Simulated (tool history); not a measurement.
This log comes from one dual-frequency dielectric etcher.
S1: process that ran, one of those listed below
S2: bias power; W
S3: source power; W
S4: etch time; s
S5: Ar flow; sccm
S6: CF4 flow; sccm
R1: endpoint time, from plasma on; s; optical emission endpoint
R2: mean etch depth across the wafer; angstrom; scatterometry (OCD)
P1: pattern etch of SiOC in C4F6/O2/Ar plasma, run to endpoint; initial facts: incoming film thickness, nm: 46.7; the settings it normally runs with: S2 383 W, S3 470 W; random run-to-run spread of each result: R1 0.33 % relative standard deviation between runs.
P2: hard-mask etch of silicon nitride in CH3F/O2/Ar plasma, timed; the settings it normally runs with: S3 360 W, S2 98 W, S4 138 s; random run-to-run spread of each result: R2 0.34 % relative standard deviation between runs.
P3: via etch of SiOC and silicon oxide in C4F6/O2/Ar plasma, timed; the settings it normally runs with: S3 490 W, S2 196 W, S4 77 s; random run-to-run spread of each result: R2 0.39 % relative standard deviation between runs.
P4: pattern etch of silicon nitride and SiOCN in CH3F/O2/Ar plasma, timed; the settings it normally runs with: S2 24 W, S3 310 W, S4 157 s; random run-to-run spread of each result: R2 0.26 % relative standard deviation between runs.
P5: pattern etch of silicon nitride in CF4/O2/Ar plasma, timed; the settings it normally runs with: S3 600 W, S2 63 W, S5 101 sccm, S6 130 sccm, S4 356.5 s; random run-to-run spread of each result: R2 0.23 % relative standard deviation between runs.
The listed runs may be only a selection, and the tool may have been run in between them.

{"run": 1, "day": 0.283, "S1": "P1", "S2": 383, "S3": 470, "R1": 16.587}
{"run": 2, "day": 0.733, "S1": "P1", "S2": 383, "S3": 470, "R1": 16.635}
{"run": 3, "day": 1.012, "S1": "P4", "S2": 24, "S3": 310, "S4": 119.5, "R2": 153.14}
{"run": 4, "day": 1.371, "S1": "P3", "S2": 118, "S3": 490, "S4": 77, "R2": 820.19}
{"run": 5, "day": 1.9, "S1": "P1", "S2": 383, "S3": 470, "R1": 16.618}
{"run": 6, "day": 2.367, "S1": "P1", "S2": 309, "S3": 360, "R1": 19.968}
{"run": 7, "day": 2.762, "S1": "P2", "S2": 98, "S3": 360, "S4": 80, "R2": 621.33}
{"run": 8, "day": 3.262, "S1": "P3", "S2": 196, "S3": 490, "S4": 77, "R2": 955.55}
{"run": 9, "day": 3.767, "S1": "P1", "S2": 383, "S3": 470, "R1": 16.672}
{"run": 10, "day": 4.054, "S1": "P5", "S2": 46, "S3": 600, "S4": 356.5, "S5": 101, "S6": 130, "R2": 8014.2}
{"run": 11, "day": 4.554, "S1": "P1", "S2": 383, "S3": 560, "R1": 15.58}
{"run": 12, "day": 5.033, "S1": "P1", "S2": 475, "S3": 560, "R1": 14.379}
{"run": 13, "day": 5.517, "S1": "P2", "S2": 133, "S3": 360, "S4": 138, "R2": 1202.3}
{"run": 14, "day": 5.788, "S1": "P4", "S2": 24, "S3": 310, "S4": 157, "R2": 201.98}
{"run": 15, "day": 6.138, "S1": "P1", "S2": 279, "S3": 470, "R1": 18.557}
{"run": 16, "day": 6.454, "S1": "P5", "S2": 63, "S3": 600, "S4": 356.5, "S5": 101, "S6": 130, "R2": 8999}
{"run": 17, "day": 6.912, "S1": "P3", "S2": 196, "S3": 330, "S4": 77, "R2": 816.05}
{"run": 18, "day": 7.45, "S1": "P5", "S2": 63, "S3": 390, "S4": 356.5, "S5": 101, "S6": 130, "R2": 6177.3}
{"run": 19, "day": 7.917, "S1": "P5", "S2": 63, "S3": 600, "S4": 356.5, "S5": 64, "S6": 130, "R2": 9358.6}
{"run": 20, "day": 8.321, "S1": "P1", "S2": 498, "S3": 470, "R1": 15.23}
{"run": 21, "day": 8.738, "S1": "P1", "S2": 383, "S3": 470, "R1": 16.614}
{"day": 9.108, "done": "source power generator calibrated"}
{"run": 22, "day": 9.196, "S1": "P3", "S2": 196, "S3": 490, "S4": 105, "R2": 1305.9}
{"run": 23, "day": 9.617, "S1": "P1", "S2": 383, "S3": 470, "R1": 16.518}
{"run": 24, "day": 10.121, "S1": "P5", "S2": 63, "S3": 600, "S4": 356.5, "S5": 101, "S6": 177, "R2": 9231.7}
{"run": 25, "day": 10.583, "S1": "P2", "S2": 98, "S3": 360, "S4": 138, "R2": 1079.7}
{"run": 26, "day": 11.062, "S1": "P4", "S2": 24, "S3": 310, "S4": 157, "R2": 202.47}
{"run": 27, "day": 11.462, "S1": "P1", "S2": 383, "S3": 370, "R1": 18.069}
{"run": 28, "day": 12.0, "S1": "P2", "S2": 98, "S3": 500, "S4": 138, "R2": 1213.6}
{"run": 29, "day": 12.304, "S1": "P4", "S2": 24, "S3": 440, "S4": 157, "R2": 227.99}
{"run": 30, "day": 12.85, "S1": "P5", "S2": 63, "S3": 600, "S4": 502.5, "S5": 101, "S6": 130, "R2": 12631}
{"run": 31, "day": 13.246, "S1": "P4", "S2": 32, "S3": 310, "S4": 157, "R2": 231.28}

For run 32, what comes out?
{"run": 32, "day": 13.767, "S1": "P1", "S2": 519, "S3": 580, "R1": "?"}

For run 32 the tool returned R1 13.807 s.
